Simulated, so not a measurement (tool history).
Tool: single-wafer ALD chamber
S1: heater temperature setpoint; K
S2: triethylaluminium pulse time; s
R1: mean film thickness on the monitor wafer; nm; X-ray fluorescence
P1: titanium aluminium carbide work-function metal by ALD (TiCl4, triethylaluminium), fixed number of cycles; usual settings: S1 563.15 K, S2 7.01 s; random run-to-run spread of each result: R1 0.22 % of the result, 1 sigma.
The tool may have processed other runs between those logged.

run  hour      S1    S2      R1
  1   7.8  563.15  7.01  1.8637
  2  15.6  563.15  7.01   1.862
  3  22.9  563.15  9.29  1.9601
  4  28.5  586.15  4.36  1.7496
  5  36.2  548.15  7.01  1.7434
  6  42.9  587.15  7.01  2.0707
  7  46.6  563.15  7.01  1.8708
  8  52.4  563.15  7.01  1.8659
  9  60.3  563.15  2.37  1.1418
 10  64.3  563.15  7.01   1.861
 11  72.4  563.15  7.01  1.8638
 12  76.7  580.15   3.4  1.5186
 13    81  563.15  7.01  1.8678
 14  84.5  563.15  7.01  1.8613
 15  88.2  563.15  7.01  1.8401
 16  96.1  563.15  7.01  1.8322

For run 17, what comes out?
 17  103.2  563.15  7.01   ?

{"run 17": {"R1": 1.8223}}

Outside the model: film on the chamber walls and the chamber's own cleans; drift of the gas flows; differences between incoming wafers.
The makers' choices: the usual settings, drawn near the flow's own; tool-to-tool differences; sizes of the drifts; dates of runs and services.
